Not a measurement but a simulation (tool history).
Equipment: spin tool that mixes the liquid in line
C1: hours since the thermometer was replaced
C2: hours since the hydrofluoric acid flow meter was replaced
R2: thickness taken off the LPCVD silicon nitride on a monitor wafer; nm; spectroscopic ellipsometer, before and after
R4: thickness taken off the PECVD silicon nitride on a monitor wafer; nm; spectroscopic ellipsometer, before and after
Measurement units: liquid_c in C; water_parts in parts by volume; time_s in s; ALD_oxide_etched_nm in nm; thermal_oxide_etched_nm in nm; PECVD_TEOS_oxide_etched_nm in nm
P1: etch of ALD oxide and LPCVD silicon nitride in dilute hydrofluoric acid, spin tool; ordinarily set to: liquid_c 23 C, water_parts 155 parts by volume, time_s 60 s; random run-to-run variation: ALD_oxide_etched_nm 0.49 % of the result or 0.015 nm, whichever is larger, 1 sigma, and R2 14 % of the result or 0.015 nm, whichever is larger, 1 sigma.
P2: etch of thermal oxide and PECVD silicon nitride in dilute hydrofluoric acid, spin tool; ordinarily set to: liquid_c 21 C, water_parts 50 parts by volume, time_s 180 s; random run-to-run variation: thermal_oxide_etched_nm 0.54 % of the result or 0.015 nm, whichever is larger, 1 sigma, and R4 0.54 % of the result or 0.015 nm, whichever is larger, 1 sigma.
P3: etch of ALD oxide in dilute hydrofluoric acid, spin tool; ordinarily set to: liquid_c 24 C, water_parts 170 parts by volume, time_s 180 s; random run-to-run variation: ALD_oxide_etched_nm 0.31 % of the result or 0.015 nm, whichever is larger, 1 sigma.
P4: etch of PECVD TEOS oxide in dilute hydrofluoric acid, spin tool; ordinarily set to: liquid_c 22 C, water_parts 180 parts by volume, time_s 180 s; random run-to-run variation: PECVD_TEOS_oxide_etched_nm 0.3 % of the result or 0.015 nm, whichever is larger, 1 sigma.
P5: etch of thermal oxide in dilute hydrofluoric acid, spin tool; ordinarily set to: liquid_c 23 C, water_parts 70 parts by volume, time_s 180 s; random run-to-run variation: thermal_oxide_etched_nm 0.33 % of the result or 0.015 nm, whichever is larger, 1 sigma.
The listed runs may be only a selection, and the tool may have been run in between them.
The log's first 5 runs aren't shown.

run 6 day=1.883 | process=P2 liquid_c=21 water_parts=50 time_s=180 | C1=996.6 C2=708.1 | thermal_oxide_etched_nm=16.728 R4=8.7076
run 7 day=2.258 | process=P1 liquid_c=23 water_parts=40 time_s=105 | C1=1005.6 C2=717.1 | ALD_oxide_etched_nm=59.54 R2=1.2579
run 8 day=2.617 | process=P5 liquid_c=27.5 water_parts=70 time_s=180 | C1=1014.2 C2=725.7 | thermal_oxide_etched_nm=15.307
run 9 day=2.908 | process=P3 liquid_c=24 water_parts=265 time_s=180 | C1=1021.2 C2=732.7 | ALD_oxide_etched_nm=7.0773
-- day=3.212 thermometer replaced
run 10 day=3.246 | process=P1 liquid_c=23 water_parts=155 time_s=60 | C1=0.9 C2=740.8 | ALD_oxide_etched_nm=7.6846 R2=0.18704
run 11 day=3.471 | process=P4 liquid_c=22 water_parts=100 time_s=180 | C1=6.3 C2=746.2 | PECVD_TEOS_oxide_etched_nm=31.439
run 12 day=3.925 | process=P4 liquid_c=28 water_parts=180 time_s=180 | C1=17.2 C2=757.1 | PECVD_TEOS_oxide_etched_nm=20.027
run 13 day=4.242 | process=P5 liquid_c=23 water_parts=70 time_s=180 | C1=24.8 C2=764.7 | thermal_oxide_etched_nm=12.838
-- day=4.458 hydrofluoric acid flow meter replaced
run 14 day=4.567 | process=P3 liquid_c=24 water_parts=170 time_s=180 | C1=32.6 C2=2.7 | ALD_oxide_etched_nm=12.202
run 15 day=5.038 | process=P1 liquid_c=23 water_parts=250 time_s=60 | C1=43.9 C2=14 | ALD_oxide_etched_nm=4.3587 R2=0.10139
run 16 day=5.262 | process=P1 liquid_c=23 water_parts=155 time_s=115 | C1=49.3 C2=19.4 | ALD_oxide_etched_nm=14.689 R2=0.38591
run 17 day=5.55 | process=P1 liquid_c=23 water_parts=20 time_s=60 | C1=56.2 C2=26.3 | ALD_oxide_etched_nm=70.291 R2=1.4631
run 18 day=5.825 | process=P5 liquid_c=23 water_parts=40 time_s=180 | C1=62.8 C2=32.9 | thermal_oxide_etched_nm=23.225
run 19 day=6.271 | process=P1 liquid_c=23 water_parts=155 time_s=60 | C1=73.5 C2=43.6 | ALD_oxide_etched_nm=7.7388 R2=0.12447
run 20 day=6.604 | process=P1 liquid_c=23 water_parts=155 time_s=60 | C1=81.5 C2=51.6 | ALD_oxide_etched_nm=7.7083 R2=0.19426
run 21 day=6.825 | process=P1 liquid_c=23 water_parts=155 time_s=60 | C1=86.8 C2=56.9 | ALD_oxide_etched_nm=7.6882 R2=0.21621
run 22 day=7.079 | process=P1 liquid_c=23 water_parts=155 time_s=60 | C1=92.9 C2=63 | ALD_oxide_etched_nm=7.6925 R2=0.21006
run 23 day=7.571 | process=P1 liquid_c=17 water_parts=155 time_s=60 | C1=104.7 C2=74.8 | ALD_oxide_etched_nm=6.0533 R2=0.13755
run 24 day=7.783 | process=P2 liquid_c=17 water_parts=50 time_s=180 | C1=109.8 C2=79.9 | thermal_oxide_etched_nm=14.138 R4=6.6837
run 25 day=8.154 | process=P5 liquid_c=23 water_parts=70 time_s=330 | C1=118.7 C2=88.8 | thermal_oxide_etched_nm=23.511
run 26 day=8.496 | process=P1 liquid_c=23 water_parts=155 time_s=20 | C1=126.9 C2=97 | ALD_oxide_etched_nm=2.5589 R2=0.080588
run 27 day=8.917 | process=P1 liquid_c=23 water_parts=155 time_s=60 | C1=137 C2=107.1 | ALD_oxide_etched_nm=7.6991 R2=0.20148
run 28 day=9.262 | process=P3 liquid_c=24 water_parts=170 time_s=180 | C1=145.3 C2=115.4 | ALD_oxide_etched_nm=12.083

What does the tool deliver on the next run?
run 29 day=9.583 | process=P3 liquid_c=24 water_parts=170 time_s=300 | C1=153 C2=123.1 | ALD_oxide_etched_nm=?

ALD_oxide_etched_nm: 20.247 nm

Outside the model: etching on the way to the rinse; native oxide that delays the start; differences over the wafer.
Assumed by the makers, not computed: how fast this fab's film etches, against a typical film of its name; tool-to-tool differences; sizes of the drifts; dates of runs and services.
